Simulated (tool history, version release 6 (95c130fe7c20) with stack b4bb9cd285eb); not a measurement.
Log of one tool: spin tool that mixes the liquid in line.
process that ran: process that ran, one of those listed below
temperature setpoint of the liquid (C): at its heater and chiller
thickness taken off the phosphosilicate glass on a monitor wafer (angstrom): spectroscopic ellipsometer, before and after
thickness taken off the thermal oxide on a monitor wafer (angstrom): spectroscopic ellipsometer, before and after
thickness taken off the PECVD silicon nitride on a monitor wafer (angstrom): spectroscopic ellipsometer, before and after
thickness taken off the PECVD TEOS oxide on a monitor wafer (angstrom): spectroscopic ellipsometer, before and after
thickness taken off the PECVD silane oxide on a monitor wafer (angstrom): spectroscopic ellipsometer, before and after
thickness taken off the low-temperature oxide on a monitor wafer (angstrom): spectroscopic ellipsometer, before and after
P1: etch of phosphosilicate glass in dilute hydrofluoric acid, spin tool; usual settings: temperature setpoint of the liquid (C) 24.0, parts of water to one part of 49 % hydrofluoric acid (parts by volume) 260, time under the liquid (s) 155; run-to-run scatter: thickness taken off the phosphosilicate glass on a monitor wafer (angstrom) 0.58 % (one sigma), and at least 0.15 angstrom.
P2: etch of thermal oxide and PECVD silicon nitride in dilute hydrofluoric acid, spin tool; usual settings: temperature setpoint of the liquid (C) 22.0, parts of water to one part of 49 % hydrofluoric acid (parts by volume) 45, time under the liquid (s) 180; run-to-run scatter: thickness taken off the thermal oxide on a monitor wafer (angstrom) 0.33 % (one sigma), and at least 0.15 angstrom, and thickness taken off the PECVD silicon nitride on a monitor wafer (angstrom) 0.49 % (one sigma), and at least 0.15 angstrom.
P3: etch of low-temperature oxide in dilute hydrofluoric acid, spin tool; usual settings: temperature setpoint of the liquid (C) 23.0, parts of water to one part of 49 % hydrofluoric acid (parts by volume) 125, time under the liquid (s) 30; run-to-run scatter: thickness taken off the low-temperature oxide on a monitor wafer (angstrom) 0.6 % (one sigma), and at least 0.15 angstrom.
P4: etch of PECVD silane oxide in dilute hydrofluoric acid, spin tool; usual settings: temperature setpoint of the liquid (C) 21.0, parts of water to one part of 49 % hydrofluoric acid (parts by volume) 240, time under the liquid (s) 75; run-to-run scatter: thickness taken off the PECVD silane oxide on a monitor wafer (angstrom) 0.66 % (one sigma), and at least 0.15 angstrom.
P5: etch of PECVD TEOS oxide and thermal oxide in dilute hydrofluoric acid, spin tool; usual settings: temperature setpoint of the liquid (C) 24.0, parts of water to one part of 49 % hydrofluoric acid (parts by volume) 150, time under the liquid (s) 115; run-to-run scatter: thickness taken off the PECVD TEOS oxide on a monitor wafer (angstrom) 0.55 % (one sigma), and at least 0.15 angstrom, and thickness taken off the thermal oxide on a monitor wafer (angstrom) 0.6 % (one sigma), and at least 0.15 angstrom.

run,hour,process that ran,temperature setpoint of the liquid (C),parts of water to one part of 49 % hydrofluoric acid (parts by volume),time under the liquid (s),thickness taken off the phosphosilicate glass on a monitor wafer (angstrom),thickness taken off the thermal oxide on a monitor wafer (angstrom),thickness taken off the PECVD silicon nitride on a monitor wafer (angstrom),thickness taken off the PECVD TEOS oxide on a monitor wafer (angstrom),thickness taken off the PECVD silane oxide on a monitor wafer (angstrom),thickness taken off the low-temperature oxide on a monitor wafer (angstrom)
1,4.0,P1,24.0,260,155,601.90,,,,,
2,9.6,P2,22.0,45,180,,190.920,86.6350,,,
3,15.3,P5,24.0,150,115,,34.605,,158.67,,
# hour 17.2: thermometer replaced
4,17.8,P1,24.0,260,155,595.47,,,,,
5,23.7,P2,22.0,45,15,,15.921,6.9559,,,
6,26.2,P1,17.0,260,155,460.34,,,,,
7,29.8,P5,24.0,150,185,,55.248,,253.85,,
8,34.9,P5,27.5,150,115,,38.843,,181.57,,
# hour 37.7: hydrofluoric acid flow meter replaced
9,38.6,P1,24.0,260,85,326.97,,,,,
10,43.2,P1,24.0,145,55,429.80,,,,,
11,48.1,P1,24.0,260,245,952.76,,,,,
12,51.6,P1,18.0,260,265,822.57,,,,,
13,55.7,P1,24.0,150,155,1152.20,,,,,
14,61.4,P1,24.0,260,155,597.16,,,,,
15,64.1,P4,21.0,330,75,,,,,30.245,
16,69.4,P2,22.0,25,180,,350.620,150.4900,,,
17,72.8,P3,23.0,35,30,,,,,,164.340
18,75.3,P1,29.5,260,250,1176.80,,,,,
19,80.6,P1,24.0,260,155,593.77,,,,,
20,85.3,P1,24.0,260,155,596.50,,,,,
21,88.3,P3,23.0,125,15,,,,,,20.679
22,93.6,P3,23.0,125,30,,,,,,41.144
23,97.4,P4,21.0,240,75,,,,,44.551,
24,102.0,P4,21.0,240,135,,,,,81.551,
25,104.5,P4,29.0,240,75,,,,,59.775,
26,108.6,P2,25.5,45,180,,219.940,108.5700,,,
27,112.1,P5,24.0,55,115,,104.790,,489.67,,
28,116.4,P1,24.0,470,155,272.59,,,,,
29,121.2,P1,24.0,260,155,604.82,,,,,
30,126.2,P1,31.0,260,155,763.92,,,,,
31,131.2,P4,21.0,240,75,,,,,45.467,
32,136.5,P3,29.0,125,30,,,,,,51.831

The next listed run, before its measurement:
33,139.9,P1,24.0,260,155,?,,,,,

thickness taken off the phosphosilicate glass on a monitor wafer (angstrom): 601.45
